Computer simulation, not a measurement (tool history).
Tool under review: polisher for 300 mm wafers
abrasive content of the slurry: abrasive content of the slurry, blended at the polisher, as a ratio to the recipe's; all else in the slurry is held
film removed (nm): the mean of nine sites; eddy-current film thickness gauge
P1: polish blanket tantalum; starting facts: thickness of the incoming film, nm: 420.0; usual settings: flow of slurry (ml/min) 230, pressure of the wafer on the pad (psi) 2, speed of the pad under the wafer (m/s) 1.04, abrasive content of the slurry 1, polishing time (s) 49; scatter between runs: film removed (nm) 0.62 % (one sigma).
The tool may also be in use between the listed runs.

run	hour	flow of slurry (ml/min)	pressure of the wafer on the pad (psi)	speed of the pad under the wafer (m/s)	abrasive content of the slurry	polishing time (s)	film removed (nm)
1	12.5	230	2	1.04	1	49	85.303
2	20.3	230	2	1.04	1	23	39.697
3	27.8	230	2	1.04	1	49	86.01
4	40.5	230	2	1.04	0.55	49	69.307
5	50.8	230	2	1.04	1	49	85.116
6	60	360	2	1.04	1	49	89.893
7	69.9	230	0.9	1.04	1	49	38.445
8	83.3	230	2	0.46	1	49	38.308
9	91.1	140	2	1.04	1	49	79.65
10	98.3	230	2	1.04	1	73	127.25
11	107.2	230	2.9	1.04	1	49	122.84
12	114.7	230	2	1.04	1.45	49	92.894
13	123.6	230	2	1.04	1	49	84.665
14	132.3	230	2	1.04	1	49	84.638
15	142.7	230	2	1.04	0.6	36	52.296
16	150.2	230	2	1.04	1	49	85.831
17	160.1	230	2	1.44	1	49	118.34
18	168.5	230	2	1.04	1	49	85.888
19	176.8	230	2	1.04	1	49	82.88
20	185.4	230	2	1.04	1	49	81.258
21	191.8	230	2	1.04	1	49	80.122
22	200.5	230	2	1.04	1	49	78.965
# hour 204.9: slurry nozzle cleaned
# hour 205.9: head pressure recalibrated
23	209.7	230	2	1.04	1	49	78.314
24	218.7	230	2	1.04	1	49	78.674
25	230.7	230	2	1.04	1	49	77.146
26	243.7	230	2	1.04	1	49	78.074
27	253.1	230	2	1.04	1	49	78.332

The output of P1 has drifted from where it used to be. Each of the 2 causes below, taken at the size shown beside it, accounts for the log equally well:
A: abrasive missing from the slurry, % = 26.2
B: removal rate lost through wear of the pad, % = 9.2
The process output started creeping at around hour 168.5.
Each remaining cause and why it is not a fit:
slurry flow missing at the pad, %: its service at hour 204.9 followed the start of the drift and did not put the process back to its old value
head's pressure below its setpoint, %: its service at hour 205.9 followed the start of the drift and did not put the process back to its old value

Which of the 4 check runs listed below, each an average over 5 wafers with its results shown as question marks, gives clearly different results under the different listed causes?
check 1	262.5	230	1.4	1.04	1	49	?
check 2	262.5	230	2	1.36	1	49	?
check 3	262.5	230	2.6	1.04	1.4	49	?
check 4	262.5	230	2	0.8	1	49	?

Predicted outcomes, by check and by cause:
check	result	if A	if B
check 1	film removed (nm)	54.223	54.228
check 2	film removed (nm)	101.3	101.31
check 3	film removed (nm)	111.94	109.66
check 4	film removed (nm)	59.586	59.592
Per-check spread between the two closest causes, in the result where they differ most: check 1 0.01 %; check 2 0.01 %; check 3 2.06 %; check 4 0.01 %
Check 3 tells the causes apart: in the others they would give nearly the same result.

The results of check 3 are: film removed (nm) 109.67. Based on these, which of the listed causes is it?

B is the cause: removal rate lost through wear of the pad, %.

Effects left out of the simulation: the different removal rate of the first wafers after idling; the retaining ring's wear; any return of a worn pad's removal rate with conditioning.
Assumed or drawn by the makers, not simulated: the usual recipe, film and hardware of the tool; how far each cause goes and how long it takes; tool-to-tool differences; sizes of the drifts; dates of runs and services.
